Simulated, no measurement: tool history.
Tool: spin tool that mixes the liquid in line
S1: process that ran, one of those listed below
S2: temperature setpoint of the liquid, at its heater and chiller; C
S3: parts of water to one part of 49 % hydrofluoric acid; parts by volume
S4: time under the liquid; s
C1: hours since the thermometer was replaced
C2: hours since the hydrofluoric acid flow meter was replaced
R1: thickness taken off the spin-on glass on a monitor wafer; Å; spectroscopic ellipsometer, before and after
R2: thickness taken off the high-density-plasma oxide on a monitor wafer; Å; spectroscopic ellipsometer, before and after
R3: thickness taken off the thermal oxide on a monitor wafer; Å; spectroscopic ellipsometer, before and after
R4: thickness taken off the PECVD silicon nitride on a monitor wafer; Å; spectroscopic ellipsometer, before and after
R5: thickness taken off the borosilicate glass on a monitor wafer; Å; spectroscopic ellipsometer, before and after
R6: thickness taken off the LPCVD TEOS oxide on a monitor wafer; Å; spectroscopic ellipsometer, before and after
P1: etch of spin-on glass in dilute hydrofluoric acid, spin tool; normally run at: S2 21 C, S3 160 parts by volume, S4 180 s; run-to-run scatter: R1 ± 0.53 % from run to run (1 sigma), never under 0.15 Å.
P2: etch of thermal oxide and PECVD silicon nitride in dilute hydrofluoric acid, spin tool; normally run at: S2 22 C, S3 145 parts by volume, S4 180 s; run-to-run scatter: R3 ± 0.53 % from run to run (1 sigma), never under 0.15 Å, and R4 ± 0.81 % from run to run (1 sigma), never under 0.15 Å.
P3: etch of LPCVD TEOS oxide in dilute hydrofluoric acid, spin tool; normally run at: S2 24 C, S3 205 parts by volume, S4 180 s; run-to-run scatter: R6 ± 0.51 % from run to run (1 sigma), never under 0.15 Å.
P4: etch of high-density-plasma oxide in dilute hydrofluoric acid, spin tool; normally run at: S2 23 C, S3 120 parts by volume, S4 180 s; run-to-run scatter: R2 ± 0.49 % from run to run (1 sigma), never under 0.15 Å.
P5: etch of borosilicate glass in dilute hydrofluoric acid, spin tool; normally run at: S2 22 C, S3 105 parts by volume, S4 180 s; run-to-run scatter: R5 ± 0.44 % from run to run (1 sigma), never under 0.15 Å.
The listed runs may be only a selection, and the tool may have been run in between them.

{"run": 1, "hour": 9.3, "S1": "P1", "S2": 21, "S3": 160, "S4": 180, "C1": 306.9, "C2": 129.6, "R1": 194.29}
{"run": 2, "hour": 22.9, "S1": "P1", "S2": 21, "S3": 295, "S4": 180, "C1": 320.5, "C2": 143.2, "R1": 92.252}
{"run": 3, "hour": 30.8, "S1": "P1", "S2": 21, "S3": 160, "S4": 180, "C1": 328.4, "C2": 151.1, "R1": 195.83}
{"run": 4, "hour": 44.9, "S1": "P4", "S2": 23, "S3": 120, "S4": 15, "C1": 342.5, "C2": 165.2, "R2": 6.0401}
{"run": 5, "hour": 56.5, "S1": "P1", "S2": 21, "S3": 160, "S4": 365, "C1": 354.1, "C2": 176.8, "R1": 391.82}
{"run": 6, "hour": 66.4, "S1": "P1", "S2": 21, "S3": 160, "S4": 15, "C1": 364, "C2": 186.7, "R1": 16.087}
{"run": 7, "hour": 80.9, "S1": "P2", "S2": 22, "S3": 145, "S4": 180, "C1": 378.5, "C2": 201.2, "R3": 49.328, "R4": 33.476}
{"run": 8, "hour": 90.8, "S1": "P4", "S2": 17, "S3": 120, "S4": 180, "C1": 388.4, "C2": 211.1, "R2": 56.105}
{"run": 9, "hour": 102.2, "S1": "P5", "S2": 22, "S3": 105, "S4": 180, "C1": 399.8, "C2": 222.5, "R5": 329.55}
{"run": 10, "hour": 113.9, "S1": "P5", "S2": 22, "S3": 30, "S4": 180, "C1": 411.5, "C2": 234.2, "R5": 1278.8}
{"run": 11, "hour": 123.7, "S1": "P4", "S2": 23, "S3": 175, "S4": 180, "C1": 421.3, "C2": 244, "R2": 46.748}
{"run": 12, "hour": 134.6, "S1": "P2", "S2": 22, "S3": 145, "S4": 50, "C1": 432.2, "C2": 254.9, "R3": 13.551, "R4": 9.3286}
{"run": 13, "hour": 144.3, "S1": "P2", "S2": 22, "S3": 145, "S4": 180, "C1": 441.9, "C2": 264.6, "R3": 49.358, "R4": 33.347}
{"run": 14, "hour": 151.0, "S1": "P3", "S2": 24, "S3": 205, "S4": 180, "C1": 448.6, "C2": 271.3, "R6": 225.38}
{"run": 15, "hour": 161.0, "S1": "P4", "S2": 23, "S3": 120, "S4": 180, "C1": 458.6, "C2": 281.3, "R2": 71.945}
{"run": 16, "hour": 175.1, "S1": "P1", "S2": 21, "S3": 25, "S4": 180, "C1": 472.7, "C2": 295.4, "R1": 1443.5}
{"run": 17, "hour": 189.5, "S1": "P3", "S2": 24, "S3": 90, "S4": 180, "C1": 487.1, "C2": 309.8, "R6": 576.99}
{"run": 18, "hour": 196.3, "S1": "P3", "S2": 24, "S3": 205, "S4": 55, "C1": 493.9, "C2": 316.6, "R6": 68.747}
{"run": 19, "hour": 205.0, "S1": "P5", "S2": 22, "S3": 105, "S4": 280, "C1": 502.6, "C2": 325.3, "R5": 512.88}
{"run": 20, "hour": 212.9, "S1": "P3", "S2": 17, "S3": 205, "S4": 180, "C1": 510.5, "C2": 333.2, "R6": 171.49}
{"run": 21, "hour": 226.1, "S1": "P1", "S2": 26, "S3": 160, "S4": 260, "C1": 523.7, "C2": 346.4, "R1": 338.71}
{"run": 22, "hour": 234.0, "S1": "P1", "S2": 17, "S3": 285, "S4": 180, "C1": 531.6, "C2": 354.3, "R1": 83.091}
{"run": 23, "hour": 245.5, "S1": "P1", "S2": 25.5, "S3": 160, "S4": 180, "C1": 543.1, "C2": 365.8, "R1": 231.99}
{"run": 24, "hour": 253.5, "S1": "P1", "S2": 21, "S3": 160, "S4": 180, "C1": 551.1, "C2": 373.8, "R1": 193.77}
{"run": 25, "hour": 261.6, "S1": "P1", "S2": 17, "S3": 285, "S4": 180, "C1": 559.2, "C2": 381.9, "R1": 82.949}
{"run": 26, "hour": 269.4, "S1": "P5", "S2": 28.5, "S3": 105, "S4": 180, "C1": 567, "C2": 389.7, "R5": 431.56}
{"run": 27, "hour": 281.7, "S1": "P5", "S2": 22, "S3": 105, "S4": 180, "C1": 579.3, "C2": 402, "R5": 333.87}
{"run": 28, "hour": 288.6, "S1": "P1", "S2": 17, "S3": 160, "S4": 180, "C1": 586.2, "C2": 408.9, "R1": 165.06}
{"run": 29, "hour": 303.1, "S1": "P2", "S2": 22, "S3": 205, "S4": 180, "C1": 600.7, "C2": 423.4, "R3": 32.504, "R4": 23.835}
{"run": 30, "hour": 315.9, "S1": "P3", "S2": 24, "S3": 205, "S4": 180, "C1": 613.5, "C2": 436.2, "R6": 223.98}
{"run": 31, "hour": 328.1, "S1": "P1", "S2": 21, "S3": 160, "S4": 180, "C1": 625.7, "C2": 448.4, "R1": 194.02}
{"run": 32, "hour": 341.0, "S1": "P2", "S2": 28, "S3": 145, "S4": 180, "C1": 638.6, "C2": 461.3, "R3": 62.897, "R4": 49.087}
{"run": 33, "hour": 347.9, "S1": "P1", "S2": 21, "S3": 160, "S4": 180, "C1": 645.5, "C2": 468.2, "R1": 194.02}
{"run": 34, "hour": 358.3, "S1": "P1", "S2": 21, "S3": 160, "S4": 180, "C1": 655.9, "C2": 478.6, "R1": 199.71}
{"run": 35, "hour": 365.5, "S1": "P1", "S2": 21, "S3": 160, "S4": 180, "C1": 663.1, "C2": 485.8, "R1": 197.81}
{"run": 36, "hour": 376.8, "S1": "P1", "S2": 21, "S3": 160, "S4": 180, "C1": 674.4, "C2": 497.1, "R1": 203.44}
{"run": 37, "hour": 384.8, "S1": "P1", "S2": 21, "S3": 160, "S4": 180, "C1": 682.4, "C2": 505.1, "R1": 202.13}
{"run": 38, "hour": 396.9, "S1": "P1", "S2": 21, "S3": 160, "S4": 180, "C1": 694.5, "C2": 517.2, "R1": 205.88}
{"run": 39, "hour": 403.5, "S1": "P1", "S2": 21, "S3": 160, "S4": 180, "C1": 701.1, "C2": 523.8, "R1": 206.32}
{"run": 40, "hour": 412.6, "S1": "P1", "S2": 21, "S3": 160, "S4": 180, "C1": 710.2, "C2": 532.9, "R1": 204.68}
{"run": 41, "hour": 420.2, "S1": "P1", "S2": 21, "S3": 160, "S4": 180, "C1": 717.8, "C2": 540.5, "R1": 204.69}
{"run": 42, "hour": 426.7, "S1": "P1", "S2": 21, "S3": 160, "S4": 180, "C1": 724.3, "C2": 547, "R1": 205.75}

What P1 gives has crept away from where it was. These 2 causes fit the log equally well, each at the size given:
A: liquid hotter than its thermometer reads (K) = 1.46
B: hydrofluoric acid flow above the setpoint (%) = 4.98
Creep in the process output first set in at about hour 347.9.

Each of the check runs listed below is run on 3 wafers and reports their average, with the results left as question marks. Pick the one under which the possible causes would lead to clearly different results.
{"run": "check 1", "hour": 433.2, "S1": "P4", "S2": 23, "S3": 170, "S4": 180, "R2": "?"}
{"run": "check 2", "hour": 433.2, "S1": "P3", "S2": 20, "S3": 205, "S4": 180, "R6": "?"}
{"run": "check 3", "hour": 433.2, "S1": "P5", "S2": 28.5, "S3": 55, "S4": 180, "R5": "?"}
{"run": "check 4", "hour": 433.2, "S1": "P2", "S2": 22, "S3": 145, "S4": 120, "R3": "?", "R4": "?"}

Expected result of each check under each candidate cause:
check=check_1 result=R2 if_A=50.507 if_B=50.618
check=check_2 result=R6 if_A=203.32 if_B=203.8
check=check_3 result=R5 if_A=926.91 if_B=922.37
check=check_4 result=R3 if_A=34.983 if_B=34.964
check=check_4 result=R4 if_A=24.635 if_B=23.487
Minimum pairwise separation of causes per check, each pair taken at its best-separating result: check 1 0.22 %; check 2 0.23 %; check 3 0.49 %; check 4 4.77 %
Check 4 is the one run that separates the causes; every other check would come out nearly the same whichever cause is at work.

Check 4 was then run and gave: R3 35.045 Å; R4 24.579 Å. Which cause is it?

The correct cause is A, namely: liquid hotter than its thermometer reads (K).
